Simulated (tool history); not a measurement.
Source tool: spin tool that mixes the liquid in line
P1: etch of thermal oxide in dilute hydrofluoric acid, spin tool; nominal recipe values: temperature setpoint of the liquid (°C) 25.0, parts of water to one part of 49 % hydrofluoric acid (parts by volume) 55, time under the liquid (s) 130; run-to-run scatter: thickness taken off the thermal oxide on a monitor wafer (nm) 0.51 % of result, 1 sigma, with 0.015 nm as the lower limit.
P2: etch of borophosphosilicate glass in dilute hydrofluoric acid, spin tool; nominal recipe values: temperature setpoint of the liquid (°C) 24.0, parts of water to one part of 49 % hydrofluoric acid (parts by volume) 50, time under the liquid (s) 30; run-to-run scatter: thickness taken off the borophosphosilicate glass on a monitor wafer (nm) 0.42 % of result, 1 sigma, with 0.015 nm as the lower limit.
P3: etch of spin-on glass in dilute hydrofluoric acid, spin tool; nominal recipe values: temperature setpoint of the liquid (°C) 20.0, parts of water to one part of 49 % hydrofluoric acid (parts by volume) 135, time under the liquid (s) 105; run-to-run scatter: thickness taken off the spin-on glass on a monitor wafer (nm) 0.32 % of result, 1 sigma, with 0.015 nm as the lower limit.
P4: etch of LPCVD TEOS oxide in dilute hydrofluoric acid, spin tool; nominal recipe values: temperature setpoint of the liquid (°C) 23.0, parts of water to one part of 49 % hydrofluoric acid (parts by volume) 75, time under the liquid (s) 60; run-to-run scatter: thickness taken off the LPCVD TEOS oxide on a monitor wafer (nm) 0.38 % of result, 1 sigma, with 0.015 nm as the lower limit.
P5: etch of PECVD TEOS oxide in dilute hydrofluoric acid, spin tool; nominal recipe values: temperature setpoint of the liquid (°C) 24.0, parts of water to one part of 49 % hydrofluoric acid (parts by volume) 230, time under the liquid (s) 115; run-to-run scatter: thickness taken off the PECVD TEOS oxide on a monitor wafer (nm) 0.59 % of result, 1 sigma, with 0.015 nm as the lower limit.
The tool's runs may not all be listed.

| run | day | process that ran | temperature setpoint of the liquid (°C) | parts of water to one part of 49 % hydrofluoric acid (parts by volume) | time under the liquid (s) | hours since the thermometer was replaced | hours since the hydrofluoric acid flow meter was replaced | thickness taken off the thermal oxide on a monitor wafer (nm) | thickness taken off the spin-on glass on a monitor wafer (nm) | thickness taken off the LPCVD TEOS oxide on a monitor wafer (nm) | thickness taken off the PECVD TEOS oxide on a monitor wafer (nm) | thickness taken off the borophosphosilicate glass on a monitor wafer (nm) |
|---|---|---|---|---|---|---|---|---|---|---|---|---|
| 1 | 0.421 | P1 | 25.0 | 55 | 130 | 1088.0 | 594.6 | 12.3030 |  |  |  |  |
| 2 | 0.812 | P1 | 25.0 | 55 | 130 | 1097.4 | 604.0 | 12.2080 |  |  |  |  |
| 3 | 1.579 | P1 | 25.0 | 35 | 240 | 1115.8 | 622.4 | 36.8160 |  |  |  |  |
| 4 | 2.288 | P3 | 17.0 | 135 | 105 | 1132.8 | 639.4 |  | 22.584 |  |  |  |
| 5 | 2.867 | P1 | 25.0 | 100 | 130 | 1146.7 | 653.3 | 6.3380 |  |  |  |  |
| 6 | 3.575 | P4 | 23.0 | 75 | 60 | 1163.7 | 670.3 |  |  | 17.480 |  |  |
| 7 | 3.912 | P5 | 24.0 | 75 | 115 | 1171.8 | 678.4 |  |  |  | 20.1190 |  |
| 8 | 4.588 | P1 | 25.0 | 55 | 130 | 1188.0 | 694.6 | 12.3600 |  |  |  |  |
| 9 | 5.275 | P5 | 24.0 | 230 | 55 | 1204.5 | 711.1 |  |  |  | 2.6167 |  |
| 10 | 5.829 | P1 | 25.0 | 20 | 130 | 1217.8 | 724.4 | 35.5190 |  |  |  |  |
| 11 | 6.446 | P3 | 20.0 | 55 | 105 | 1232.6 | 739.2 |  | 68.524 |  |  |  |
| 12 | 6.862 | P3 | 20.0 | 135 | 105 | 1242.6 | 749.2 |  | 25.428 |  |  |  |
| 13 | 7.592 | P2 | 24.0 | 25 | 30 | 1260.1 | 766.7 |  |  |  |  | 64.742 |
| 14 | 8.158 | P1 | 25.0 | 55 | 130 | 1273.7 | 780.3 | 12.2420 |  |  |  |  |
| 15 | 8.538 | P2 | 17.5 | 50 | 30 | 1282.8 | 789.4 |  |  |  |  | 24.007 |
|  | 8.962 | hydrofluoric acid flow meter replaced |
| 16 | 9.296 | P5 | 32.0 | 230 | 115 | 1301.0 | 8.0 |  |  |  | 7.2511 |  |
| 17 | 10.062 | P4 | 27.5 | 75 | 60 | 1319.4 | 26.4 |  |  | 20.876 |  |  |
| 18 | 10.496 | P4 | 23.0 | 20 | 60 | 1329.8 | 36.8 |  |  | 70.593 |  |  |
| 19 | 10.904 | P1 | 20.0 | 100 | 130 | 1339.6 | 46.6 | 5.2301 |  |  |  |  |
| 20 | 11.479 | P1 | 25.0 | 55 | 130 | 1353.4 | 60.4 | 12.2250 |  |  |  |  |
| 21 | 11.867 | P1 | 25.0 | 55 | 250 | 1362.7 | 69.7 | 23.6200 |  |  |  |  |
| 22 | 12.283 | P1 | 29.0 | 55 | 130 | 1372.7 | 79.7 | 14.4730 |  |  |  |  |
| 23 | 12.971 | P5 | 24.0 | 230 | 115 | 1389.2 | 96.2 |  |  |  | 5.4915 |  |
| 24 | 13.358 | P3 | 20.0 | 135 | 190 | 1398.5 | 105.5 |  | 45.976 |  |  |  |
| 25 | 14.067 | P1 | 17.0 | 55 | 130 | 1415.5 | 122.5 | 8.7247 |  |  |  |  |
| 26 | 14.596 | P1 | 25.0 | 55 | 65 | 1428.2 | 135.2 | 6.1340 |  |  |  |  |
| 27 | 15.200 | P2 | 24.0 | 50 | 30 | 1442.7 | 149.7 |  |  |  |  | 31.604 |
| 28 | 15.642 | P2 | 24.0 | 50 | 15 | 1453.3 | 160.3 |  |  |  |  | 15.632 |
| 29 | 16.233 | P5 | 24.0 | 230 | 115 | 1467.5 | 174.5 |  |  |  | 5.4788 |  |
| 30 | 16.992 | P4 | 23.0 | 75 | 100 | 1485.7 | 192.7 |  |  | 29.285 |  |  |
| 31 | 17.562 | P1 | 25.0 | 55 | 130 | 1499.4 | 206.4 | 12.2420 |  |  |  |  |
| 32 | 18.279 | P1 | 25.0 | 20 | 50 | 1516.6 | 223.6 | 13.6330 |  |  |  |  |
| 33 | 18.842 | P1 | 25.0 | 55 | 130 | 1530.1 | 237.1 | 12.3120 |  |  |  |  |
| 34 | 19.554 | P1 | 25.0 | 55 | 130 | 1547.2 | 254.2 | 11.7790 |  |  |  |  |
| 35 | 19.929 | P1 | 25.0 | 55 | 130 | 1556.2 | 263.2 | 11.7490 |  |  |  |  |
| 36 | 20.550 | P1 | 25.0 | 55 | 130 | 1571.1 | 278.1 | 11.5250 |  |  |  |  |
| 37 | 21.304 | P1 | 25.0 | 55 | 130 | 1589.2 | 296.2 | 11.4940 |  |  |  |  |
| 38 | 21.996 | P1 | 25.0 | 55 | 130 | 1605.8 | 312.8 | 11.2390 |  |  |  |  |
| 39 | 22.425 | P1 | 25.0 | 55 | 130 | 1616.1 | 323.1 | 11.3300 |  |  |  |  |
| 40 | 22.779 | P1 | 25.0 | 55 | 130 | 1624.6 | 331.6 | 11.2940 |  |  |  |  |
| 41 | 23.317 | P1 | 25.0 | 55 | 130 | 1637.5 | 344.5 | 11.2670 |  |  |  |  |
| 42 | 24.083 | P1 | 25.0 | 55 | 130 | 1655.9 | 362.9 | 11.3780 |  |  |  |  |
| 43 | 24.758 | P1 | 25.0 | 55 | 130 | 1672.1 | 379.1 | 11.2050 |  |  |  |  |
| 44 | 25.154 | P1 | 25.0 | 55 | 130 | 1681.6 | 388.6 | 11.2650 |  |  |  |  |

The output of P1 has drifted from where it used to be. Each of the 2 causes below, taken at the size shown beside it, accounts for the log equally well:
A: hydrofluoric acid flow below the setpoint (%) = 8.05
B: liquid colder than its thermometer reads (K) = 2.21
The onset of the drift is placed at about day 18.842.

Consider the 4 check runs below, whose results appear as question marks and each of which averages 2 wafers. Which one distinguishes the causes, in that each cause would give it a clearly different result?
| check 1 | 25.550 | P4 | 27.0 | 75 | 60 |  |  |  |  | ? |  |  |
| check 2 | 25.550 | P5 | 30.0 | 230 | 115 |  |  |  |  |  | ? |  |
| check 3 | 25.550 | P3 | 17.0 | 135 | 105 |  |  |  | ? |  |  |  |
| check 4 | 25.550 | P2 | 19.0 | 50 | 15 |  |  |  |  |  |  | ? |

What every check run would give for each of its results, assuming each possible cause in turn:
| check | result | if A | if B |
|---|---|---|---|
| check 1 | thickness taken off the LPCVD TEOS oxide on a monitor wafer (nm) | 18.761 | 18.858 |
| check 2 | thickness taken off the PECVD TEOS oxide on a monitor wafer (nm) | 6.0548 | 6.2507 |
| check 3 | thickness taken off the spin-on glass on a monitor wafer (nm) | 20.414 | 20.479 |
| check 4 | thickness taken off the borophosphosilicate glass on a monitor wafer (nm) | 11.665 | 11.592 |
Minimum pairwise separation of causes per check, each pair taken at its best-separating result: check 1 0.52 %; check 2 3.18 %; check 3 0.32 %; check 4 0.63 %
The causes can be told apart only by check 2. The other checks would give nearly the same results under each of them.

Here is what check 2 returned: thickness taken off the PECVD TEOS oxide on a monitor wafer (nm) 6.0686. Which cause is it?

It was cause A: hydrofluoric acid flow below the setpoint (%).
